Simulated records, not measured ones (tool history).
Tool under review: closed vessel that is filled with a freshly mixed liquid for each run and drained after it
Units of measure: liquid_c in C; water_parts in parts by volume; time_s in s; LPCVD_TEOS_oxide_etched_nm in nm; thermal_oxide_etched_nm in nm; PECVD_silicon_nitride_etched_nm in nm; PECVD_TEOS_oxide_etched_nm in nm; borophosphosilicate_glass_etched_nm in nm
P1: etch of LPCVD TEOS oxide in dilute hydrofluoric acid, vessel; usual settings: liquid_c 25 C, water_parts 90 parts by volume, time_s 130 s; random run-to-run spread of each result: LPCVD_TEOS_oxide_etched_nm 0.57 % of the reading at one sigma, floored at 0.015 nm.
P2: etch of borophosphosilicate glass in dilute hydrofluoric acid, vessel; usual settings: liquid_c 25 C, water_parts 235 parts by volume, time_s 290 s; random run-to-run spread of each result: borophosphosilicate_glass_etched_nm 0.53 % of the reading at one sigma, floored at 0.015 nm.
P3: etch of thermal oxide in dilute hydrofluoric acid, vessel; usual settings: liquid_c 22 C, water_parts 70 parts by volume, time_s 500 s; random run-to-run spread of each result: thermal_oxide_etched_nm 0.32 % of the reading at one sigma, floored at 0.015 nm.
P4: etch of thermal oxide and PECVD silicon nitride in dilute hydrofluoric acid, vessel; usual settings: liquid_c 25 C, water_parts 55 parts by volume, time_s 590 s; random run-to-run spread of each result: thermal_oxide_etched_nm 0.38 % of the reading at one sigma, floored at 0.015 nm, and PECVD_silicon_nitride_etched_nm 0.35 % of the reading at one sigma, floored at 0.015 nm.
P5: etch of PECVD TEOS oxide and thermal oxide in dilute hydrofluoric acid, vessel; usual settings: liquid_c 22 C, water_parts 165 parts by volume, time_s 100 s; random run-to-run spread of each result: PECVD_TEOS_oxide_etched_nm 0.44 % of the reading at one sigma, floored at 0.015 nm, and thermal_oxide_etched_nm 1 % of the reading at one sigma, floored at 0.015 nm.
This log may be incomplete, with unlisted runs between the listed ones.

run,hour,process,liquid_c,water_parts,time_s,LPCVD_TEOS_oxide_etched_nm,thermal_oxide_etched_nm,PECVD_silicon_nitride_etched_nm,PECVD_TEOS_oxide_etched_nm,borophosphosilicate_glass_etched_nm
1,11.4,P1,25,90,130,41.562,,,,
2,25.8,P1,25,90,245,79.396,,,,
3,35,P1,25,90,45,14.442,,,,
4,51.6,P1,25,165,130,20.774,,,,
5,62.1,P3,22,70,500,,33.377,,,
6,72.4,P4,33.5,55,590,,77.307,34.451,,
7,86.8,P3,22,40,500,,60.967,,,
8,101.3,P1,21,25,130,138.33,,,,
9,113.1,P1,25,90,130,41.766,,,,
10,129.7,P5,22,165,100,,2.5488,,4.9877,
11,142.8,P2,25,235,35,,,,,5.8422
12,157.9,P1,29,90,130,49.066,,,,
13,166.3,P5,22,165,30,,0.73713,,1.4906,
14,178.3,P2,25,75,290,,,,,182.74
15,193.8,P3,22,70,275,,18.363,,,
16,204.5,P4,25,20,590,,159.36,53.139,,
17,216.6,P4,25,55,590,,55.139,19.948,,
18,231.2,P1,25,90,130,41.683,,,,
19,241.5,P4,25,55,30,,2.818,1.0208,,
20,250.7,P5,22,165,100,,2.4444,,5.0232,
21,259.2,P1,21,90,130,35.565,,,,
22,275,P2,25,235,290,,,,,48.814
23,282.6,P1,25,90,130,41.674,,,,
24,296.3,P1,25,90,130,41.623,,,,

Forecast run 25:
25,304.8,P5,22,30,100,,?,,?,

{"run 25": {"thermal_oxide_etched_nm": 16.267, "PECVD_TEOS_oxide_etched_nm": 32.157}}

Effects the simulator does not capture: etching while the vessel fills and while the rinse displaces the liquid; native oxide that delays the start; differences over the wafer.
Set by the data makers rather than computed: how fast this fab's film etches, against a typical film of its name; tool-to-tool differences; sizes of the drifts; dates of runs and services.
